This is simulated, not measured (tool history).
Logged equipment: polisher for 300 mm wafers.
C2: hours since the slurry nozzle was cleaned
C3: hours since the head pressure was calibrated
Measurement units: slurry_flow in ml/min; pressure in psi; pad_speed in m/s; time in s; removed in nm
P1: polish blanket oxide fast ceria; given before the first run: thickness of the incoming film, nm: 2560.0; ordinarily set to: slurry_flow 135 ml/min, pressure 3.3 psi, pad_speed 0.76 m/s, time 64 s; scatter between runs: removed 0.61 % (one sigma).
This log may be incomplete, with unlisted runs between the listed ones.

{"run": 1, "day": 0.358, "slurry_flow": 135, "pressure": 3.3, "pad_speed": 0.76, "time": 64, "wafers polished on this pad": 486, "C2": 336.7, "C3": 221.7, "removed": 959.48}
{"run": 2, "day": 0.746, "slurry_flow": 135, "pressure": 3.3, "pad_speed": 0.76, "time": 37, "wafers polished on this pad": 578, "C2": 346, "C3": 231, "removed": 551.23}
{"run": 3, "day": 1.229, "slurry_flow": 135, "pressure": 3.3, "pad_speed": 1.08, "time": 64, "wafers polished on this pad": 693, "C2": 357.6, "C3": 242.6, "removed": 1362}
{"run": 4, "day": 1.642, "slurry_flow": 135, "pressure": 3.3, "pad_speed": 0.76, "time": 87, "wafers polished on this pad": 791, "C2": 367.5, "C3": 252.5, "removed": 1294.7}
{"run": 5, "day": 2.004, "slurry_flow": 80, "pressure": 4.1, "pad_speed": 0.76, "time": 64, "wafers polished on this pad": 877, "C2": 376.2, "C3": 261.2, "removed": 1049.8}
{"run": 6, "day": 2.4, "slurry_flow": 135, "pressure": 1.5, "pad_speed": 0.76, "time": 93, "wafers polished on this pad": 972, "C2": 385.7, "C3": 270.7, "removed": 634.51}
{"run": 7, "day": 2.871, "slurry_flow": 135, "pressure": 3.3, "pad_speed": 0.76, "time": 64, "wafers polished on this pad": 1084, "C2": 397, "C3": 282, "removed": 948.31}
{"run": 8, "day": 3.15, "slurry_flow": 210, "pressure": 3.3, "pad_speed": 0.76, "time": 64, "wafers polished on this pad": 1150, "C2": 403.7, "C3": 288.7, "removed": 1023.2}
{"run": 9, "day": 3.733, "slurry_flow": 135, "pressure": 3.3, "pad_speed": 0.76, "time": 64, "wafers polished on this pad": 1289, "C2": 417.7, "C3": 302.7, "removed": 945.15}
{"run": 10, "day": 4.125, "slurry_flow": 135, "pressure": 3.3, "pad_speed": 0.76, "time": 64, "wafers polished on this pad": 1382, "C2": 427.1, "C3": 312.1, "removed": 962.56}
{"run": 11, "day": 4.471, "slurry_flow": 135, "pressure": 3.3, "pad_speed": 0.76, "time": 64, "wafers polished on this pad": 1464, "C2": 435.4, "C3": 320.4, "removed": 958.43}
{"run": 12, "day": 4.821, "slurry_flow": 135, "pressure": 1.5, "pad_speed": 0.76, "time": 64, "wafers polished on this pad": 1547, "C2": 443.8, "C3": 328.8, "removed": 432.32}
{"run": 13, "day": 5.367, "slurry_flow": 135, "pressure": 5, "pad_speed": 0.76, "time": 64, "wafers polished on this pad": 1677, "C2": 456.9, "C3": 341.9, "removed": 1449.5}
{"run": 14, "day": 5.875, "slurry_flow": 80, "pressure": 3.3, "pad_speed": 0.76, "time": 64, "wafers polished on this pad": 1798, "C2": 469.1, "C3": 354.1, "removed": 843.52}
{"run": 15, "day": 6.362, "slurry_flow": 135, "pressure": 3.3, "pad_speed": 0.56, "time": 64, "wafers polished on this pad": 1914, "C2": 480.8, "C3": 365.8, "removed": 694.13}
{"run": 16, "day": 6.7, "slurry_flow": 135, "pressure": 3.3, "pad_speed": 0.76, "time": 64, "wafers polished on this pad": 1994, "C2": 488.9, "C3": 373.9, "removed": 961.22}
{"run": 17, "day": 7.142, "slurry_flow": 135, "pressure": 3.3, "pad_speed": 0.76, "time": 64, "wafers polished on this pad": 2099, "C2": 499.5, "C3": 384.5, "removed": 930.47}
{"run": 18, "day": 7.404, "slurry_flow": 135, "pressure": 3.3, "pad_speed": 0.76, "time": 64, "wafers polished on this pad": 2162, "C2": 505.8, "C3": 390.8, "removed": 920.5}
{"run": 19, "day": 8.0, "slurry_flow": 135, "pressure": 3.3, "pad_speed": 0.76, "time": 64, "wafers polished on this pad": 2304, "C2": 520.1, "C3": 405.1, "removed": 908.89}
{"run": 20, "day": 8.433, "slurry_flow": 135, "pressure": 3.3, "pad_speed": 0.76, "time": 64, "wafers polished on this pad": 2407, "C2": 530.5, "C3": 415.5, "removed": 896.76}
{"run": 21, "day": 8.725, "slurry_flow": 135, "pressure": 3.3, "pad_speed": 0.76, "time": 64, "wafers polished on this pad": 2476, "C2": 537.5, "C3": 422.5, "removed": 897.54}
{"day": 9.1, "done": "worn pad replaced by a new one"}
{"run": 22, "day": 9.254, "slurry_flow": 135, "pressure": 3.3, "pad_speed": 0.76, "time": 64, "wafers polished on this pad": 37, "C2": 550.2, "C3": 435.2, "removed": 896.43}
{"run": 23, "day": 9.546, "slurry_flow": 135, "pressure": 3.3, "pad_speed": 0.76, "time": 64, "wafers polished on this pad": 106, "C2": 557.2, "C3": 442.2, "removed": 892.61}
{"run": 24, "day": 10.104, "slurry_flow": 135, "pressure": 3.3, "pad_speed": 0.76, "time": 64, "wafers polished on this pad": 239, "C2": 570.6, "C3": 455.6, "removed": 880.04}
{"run": 25, "day": 10.679, "slurry_flow": 135, "pressure": 3.3, "pad_speed": 0.76, "time": 64, "wafers polished on this pad": 376, "C2": 584.4, "C3": 469.4, "removed": 882.92}
{"run": 26, "day": 11.229, "slurry_flow": 135, "pressure": 3.3, "pad_speed": 0.76, "time": 64, "wafers polished on this pad": 506, "C2": 597.6, "C3": 482.6, "removed": 890.85}

What does the tool deliver on the next run?
{"run": 27, "day": 11.592, "slurry_flow": 135, "pressure": 3.3, "pad_speed": 0.76, "time": 64, "wafers polished on this pad": 593, "C2": 606.3, "C3": 491.3, "removed": "?"}

removed: 879.18 nm
